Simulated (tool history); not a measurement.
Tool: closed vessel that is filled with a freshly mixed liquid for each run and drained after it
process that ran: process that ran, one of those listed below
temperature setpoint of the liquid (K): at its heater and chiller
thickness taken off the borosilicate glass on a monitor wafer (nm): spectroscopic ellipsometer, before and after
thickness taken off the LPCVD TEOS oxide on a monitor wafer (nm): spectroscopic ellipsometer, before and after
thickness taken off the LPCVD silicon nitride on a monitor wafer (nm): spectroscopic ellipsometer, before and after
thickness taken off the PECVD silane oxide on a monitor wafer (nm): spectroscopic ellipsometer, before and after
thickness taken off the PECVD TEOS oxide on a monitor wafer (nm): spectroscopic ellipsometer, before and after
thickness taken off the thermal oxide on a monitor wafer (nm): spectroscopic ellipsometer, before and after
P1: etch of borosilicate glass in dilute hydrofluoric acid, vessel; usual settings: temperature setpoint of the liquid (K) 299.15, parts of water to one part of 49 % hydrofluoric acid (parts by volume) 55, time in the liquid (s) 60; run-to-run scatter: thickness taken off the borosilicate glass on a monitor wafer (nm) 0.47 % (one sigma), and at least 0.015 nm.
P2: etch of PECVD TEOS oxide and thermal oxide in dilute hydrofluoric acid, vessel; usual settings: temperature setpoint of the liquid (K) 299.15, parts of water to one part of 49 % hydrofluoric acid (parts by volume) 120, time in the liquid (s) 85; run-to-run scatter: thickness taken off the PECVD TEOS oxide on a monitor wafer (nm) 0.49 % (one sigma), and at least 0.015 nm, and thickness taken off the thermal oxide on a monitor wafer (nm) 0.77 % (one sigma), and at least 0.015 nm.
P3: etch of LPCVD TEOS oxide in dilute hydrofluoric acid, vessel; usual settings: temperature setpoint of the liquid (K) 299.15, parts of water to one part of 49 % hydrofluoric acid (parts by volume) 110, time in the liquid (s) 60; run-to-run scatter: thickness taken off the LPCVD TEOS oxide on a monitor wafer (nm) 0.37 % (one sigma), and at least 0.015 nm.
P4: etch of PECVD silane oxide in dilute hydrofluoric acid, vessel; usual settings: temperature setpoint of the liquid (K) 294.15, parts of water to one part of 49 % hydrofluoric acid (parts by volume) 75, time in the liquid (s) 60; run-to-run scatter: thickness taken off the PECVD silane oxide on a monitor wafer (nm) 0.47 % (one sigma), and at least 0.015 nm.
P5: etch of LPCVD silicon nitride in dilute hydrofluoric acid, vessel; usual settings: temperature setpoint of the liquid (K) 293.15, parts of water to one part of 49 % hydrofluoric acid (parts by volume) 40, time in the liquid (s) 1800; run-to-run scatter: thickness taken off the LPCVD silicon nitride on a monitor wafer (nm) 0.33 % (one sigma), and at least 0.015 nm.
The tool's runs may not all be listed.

| run | hour | process that ran | temperature setpoint of the liquid (K) | parts of water to one part of 49 % hydrofluoric acid (parts by volume) | time in the liquid (s) | hours since the thermometer was replaced | hours since the hydrofluoric acid flow meter was replaced | thickness taken off the borosilicate glass on a monitor wafer (nm) | thickness taken off the LPCVD TEOS oxide on a monitor wafer (nm) | thickness taken off the LPCVD silicon nitride on a monitor wafer (nm) | thickness taken off the PECVD silane oxide on a monitor wafer (nm) | thickness taken off the PECVD TEOS oxide on a monitor wafer (nm) | thickness taken off the thermal oxide on a monitor wafer (nm) |
|---|---|---|---|---|---|---|---|---|---|---|---|---|---|
| 1 | 11.3 | P1 | 299.15 | 55 | 60 | 1514.4 | 1038.8 | 38.086 |  |  |  |  |  |
| 2 | 20.4 | P3 | 299.15 | 110 | 105 | 1523.5 | 1047.9 |  | 47.176 |  |  |  |  |
| 3 | 26.9 | P3 | 299.15 | 110 | 60 | 1530 | 1054.4 |  | 26.978 |  |  |  |  |
| 4 | 41.4 | P5 | 293.15 | 40 | 160 | 1544.5 | 1068.9 |  |  | 1.4321 |  |  |  |
| 5 | 50.1 | P1 | 299.15 | 55 | 60 | 1553.2 | 1077.6 | 37.746 |  |  |  |  |  |
| 6 | 57.4 | P1 | 299.15 | 55 | 60 | 1560.5 | 1084.9 | 37.794 |  |  |  |  |  |
| 7 | 66.6 | P3 | 293.65 | 110 | 60 | 1569.7 | 1094.1 |  | 21.702 |  |  |  |  |
| 8 | 80.2 | P4 | 294.15 | 75 | 30 | 1583.3 | 1107.7 |  |  |  | 11.116 |  |  |
| 9 | 93.1 | P2 | 299.15 | 25 | 85 | 1596.2 | 1120.6 |  |  |  |  | 80.523 | 19.507 |
| 10 | 102.4 | P5 | 290.15 | 40 | 1800 | 1605.5 | 1129.9 |  |  | 12.932 |  |  |  |
| 11 | 111.8 | P5 | 293.15 | 40 | 1800 | 1614.9 | 1139.3 |  |  | 15.961 |  |  |  |
| 12 | 121.6 | P2 | 299.15 | 120 | 85 | 1624.7 | 1149.1 |  |  |  |  | 14.751 | 3.5486 |
| 13 | 135.1 | P1 | 299.15 | 20 | 30 | 1638.2 | 1162.6 | 54.483 |  |  |  |  |  |
| 14 | 143.9 | P1 | 299.15 | 100 | 60 | 1647 | 1171.4 | 19.609 |  |  |  |  |  |
| 15 | 150.7 | P1 | 299.15 | 55 | 60 | 1653.8 | 1178.2 | 37.941 |  |  |  |  |  |
| 16 | 160.1 | P2 | 299.15 | 120 | 40 | 1663.2 | 1187.6 |  |  |  |  | 6.9881 | 1.6838 |
| 17 | 174.3 | P1 | 291.15 | 55 | 60 | 1677.4 | 1201.8 | 27.171 |  |  |  |  |  |
| 18 | 182.2 | P4 | 294.15 | 75 | 60 | 1685.3 | 1209.7 |  |  |  | 22.304 |  |  |
| 19 | 193 | P3 | 299.15 | 30 | 60 | 1696.1 | 1220.5 |  | 109.78 |  |  |  |  |
| 20 | 205.3 | P4 | 294.15 | 140 | 60 | 1708.4 | 1232.8 |  |  |  | 11.061 |  |  |
| 21 | 213 | P1 | 305.15 | 55 | 60 | 1716.1 | 1240.5 | 47.898 |  |  |  |  |  |
| 22 | 227.2 | P1 | 299.15 | 55 | 30 | 1730.3 | 1254.7 | 19.066 |  |  |  |  |  |
| 23 | 236 | P1 | 299.15 | 20 | 60 | 1739.1 | 1263.5 | 109.48 |  |  |  |  |  |
| 24 | 250 | P5 | 293.15 | 20 | 1800 | 1753.1 | 1277.5 |  |  | 31.026 |  |  |  |
| 25 | 256.7 | P2 | 304.15 | 120 | 85 | 1759.8 | 1284.2 |  |  |  |  | 17.77 | 4.3014 |
| 26 | 263.3 | P4 | 298.15 | 75 | 60 | 1766.4 | 1290.8 |  |  |  | 26.227 |  |  |
| 27 | 272.3 | P1 | 299.15 | 20 | 110 | 1775.4 | 1299.8 | 199.85 |  |  |  |  |  |
| 28 | 285.8 | P1 | 299.15 | 55 | 105 | 1788.9 | 1313.3 | 66.231 |  |  |  |  |  |
| 29 | 299.6 | P1 | 299.15 | 55 | 60 | 1802.7 | 1327.1 | 38.164 |  |  |  |  |  |

Forecast run 30:
| 30 | 310.4 | P1 | 299.15 | 55 | 60 | 1813.5 | 1337.9 | ? |  |  |  |  |  |

Run 30 gave thickness taken off the borosilicate glass on a monitor wafer (nm) 37.278.

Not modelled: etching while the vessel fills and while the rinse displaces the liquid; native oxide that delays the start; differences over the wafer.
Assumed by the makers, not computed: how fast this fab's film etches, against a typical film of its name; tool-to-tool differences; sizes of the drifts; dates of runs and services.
